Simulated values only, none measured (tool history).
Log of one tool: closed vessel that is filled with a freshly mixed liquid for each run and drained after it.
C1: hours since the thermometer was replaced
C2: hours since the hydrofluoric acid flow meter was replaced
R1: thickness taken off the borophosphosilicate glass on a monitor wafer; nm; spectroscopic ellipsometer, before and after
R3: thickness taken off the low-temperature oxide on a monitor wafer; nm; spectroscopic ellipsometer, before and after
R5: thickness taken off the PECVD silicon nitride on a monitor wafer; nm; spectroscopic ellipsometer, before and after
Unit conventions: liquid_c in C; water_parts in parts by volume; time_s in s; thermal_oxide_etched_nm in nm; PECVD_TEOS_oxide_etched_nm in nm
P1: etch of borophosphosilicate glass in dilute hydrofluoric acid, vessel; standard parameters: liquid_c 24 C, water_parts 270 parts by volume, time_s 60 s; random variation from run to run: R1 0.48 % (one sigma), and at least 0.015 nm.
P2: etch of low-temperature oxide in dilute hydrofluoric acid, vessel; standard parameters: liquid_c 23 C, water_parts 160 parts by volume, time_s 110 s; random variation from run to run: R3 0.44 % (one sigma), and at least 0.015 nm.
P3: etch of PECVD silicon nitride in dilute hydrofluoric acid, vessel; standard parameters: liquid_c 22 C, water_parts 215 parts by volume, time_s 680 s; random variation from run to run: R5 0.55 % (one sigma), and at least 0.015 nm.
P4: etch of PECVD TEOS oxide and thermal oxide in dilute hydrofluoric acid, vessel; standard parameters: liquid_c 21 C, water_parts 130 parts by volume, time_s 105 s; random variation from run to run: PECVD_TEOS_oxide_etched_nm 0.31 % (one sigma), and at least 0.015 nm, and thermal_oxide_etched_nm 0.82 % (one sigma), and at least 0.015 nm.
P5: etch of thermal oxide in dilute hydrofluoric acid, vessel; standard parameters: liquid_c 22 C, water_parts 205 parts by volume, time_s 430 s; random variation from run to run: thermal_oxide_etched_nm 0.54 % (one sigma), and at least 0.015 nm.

Run 1, day 0.433: process P1, liquid_c 24 C, water_parts 270 parts by volume, time_s 60 s; C1 181.9; C2 1435.9. Result: R1 9.04 nm.
Run 2, day 0.867: process P5, liquid_c 18 C, water_parts 205 parts by volume, time_s 430 s; C1 192.3; C2 1446.3. Result: thermal_oxide_etched_nm 6.8029 nm.
Run 3, day 1.192: process P1, liquid_c 24 C, water_parts 450 parts by volume, time_s 60 s; C1 200.1; C2 1454.1. Result: R1 4.5393 nm.
Run 4, day 1.512: process P1, liquid_c 24 C, water_parts 270 parts by volume, time_s 60 s; C1 207.8; C2 1461.8. Result: R1 8.9896 nm.
Run 5, day 1.817: process P1, liquid_c 17 C, water_parts 270 parts by volume, time_s 60 s; C1 215.1; C2 1469.1. Result: R1 6.9358 nm.
Run 6, day 2.188: process P2, liquid_c 30 C, water_parts 160 parts by volume, time_s 110 s; C1 224; C2 1478. Result: R3 12.065 nm.
Run 7, day 2.629: process P1, liquid_c 24 C, water_parts 270 parts by volume, time_s 60 s; C1 234.6; C2 1488.6. Result: R1 8.9828 nm.
Run 8, day 3.062: process P1, liquid_c 24 C, water_parts 270 parts by volume, time_s 60 s; C1 245; C2 1499. Result: R1 9.0075 nm.
Run 9, day 3.612: process P4, liquid_c 17 C, water_parts 130 parts by volume, time_s 105 s; C1 258.2; C2 1512.2. Result: thermal_oxide_etched_nm 2.7275 nm, PECVD_TEOS_oxide_etched_nm 6.7756 nm.
Run 10, day 4.021: process P3, liquid_c 22 C, water_parts 215 parts by volume, time_s 1220 s; C1 268; C2 1522. Result: R5 23.667 nm.
Run 11, day 4.408: process P3, liquid_c 22 C, water_parts 320 parts by volume, time_s 680 s; C1 277.3; C2 1531.3. Result: R5 8.9125 nm.
Run 12, day 4.879: process P5, liquid_c 22 C, water_parts 205 parts by volume, time_s 105 s; C1 288.6; C2 1542.6. Result: thermal_oxide_etched_nm 1.9862 nm.
Run 13, day 5.175: process P3, liquid_c 17 C, water_parts 215 parts by volume, time_s 680 s; C1 295.7; C2 1549.7. Result: R5 9.6038 nm.
Run 14, day 5.454: process P3, liquid_c 22 C, water_parts 215 parts by volume, time_s 680 s; C1 302.4; C2 1556.4. Result: R5 13.25 nm.
Run 15, day 6.062: process P4, liquid_c 21 C, water_parts 130 parts by volume, time_s 30 s; C1 317; C2 1571. Result: thermal_oxide_etched_nm 0.93846 nm, PECVD_TEOS_oxide_etched_nm 2.268 nm.
Run 16, day 6.554: process P1, liquid_c 24 C, water_parts 270 parts by volume, time_s 60 s; C1 328.8; C2 1582.8. Result: R1 8.9981 nm.
Run 17, day 7.167: process P1, liquid_c 24 C, water_parts 270 parts by volume, time_s 95 s; C1 343.5; C2 1597.5. Result: R1 14.12 nm.
Run 18, day 7.612: process P2, liquid_c 23 C, water_parts 160 parts by volume, time_s 30 s; C1 354.2; C2 1608.2. Result: R3 2.5328 nm.
Run 19, day 8.079: process P5, liquid_c 22 C, water_parts 205 parts by volume, time_s 430 s; C1 365.4; C2 1619.4. Result: thermal_oxide_etched_nm 7.9927 nm.
Run 20, day 8.633: process P2, liquid_c 23 C, water_parts 220 parts by volume, time_s 110 s; C1 378.7; C2 1632.7. Result: R3 6.3428 nm.
Run 21, day 8.958: process P1, liquid_c 24 C, water_parts 115 parts by volume, time_s 30 s; C1 386.5; C2 1640.5. Result: R1 12.487 nm.
Run 22, day 9.333: process P2, liquid_c 23 C, water_parts 160 parts by volume, time_s 110 s; C1 395.5; C2 1649.5. Result: R3 9.253 nm.
Run 23, day 9.929: process P1, liquid_c 24 C, water_parts 65 parts by volume, time_s 60 s; C1 409.8; C2 1663.8. Result: R1 47.059 nm.

Run 24 comes next. What will it give?
Run 24, day 10.292: process P1, liquid_c 24 C, water_parts 270 parts by volume, time_s 60 s; C1 418.5; C2 1672.5. Result: R1 ?.

Run 24 measured R1 8.9135 nm.
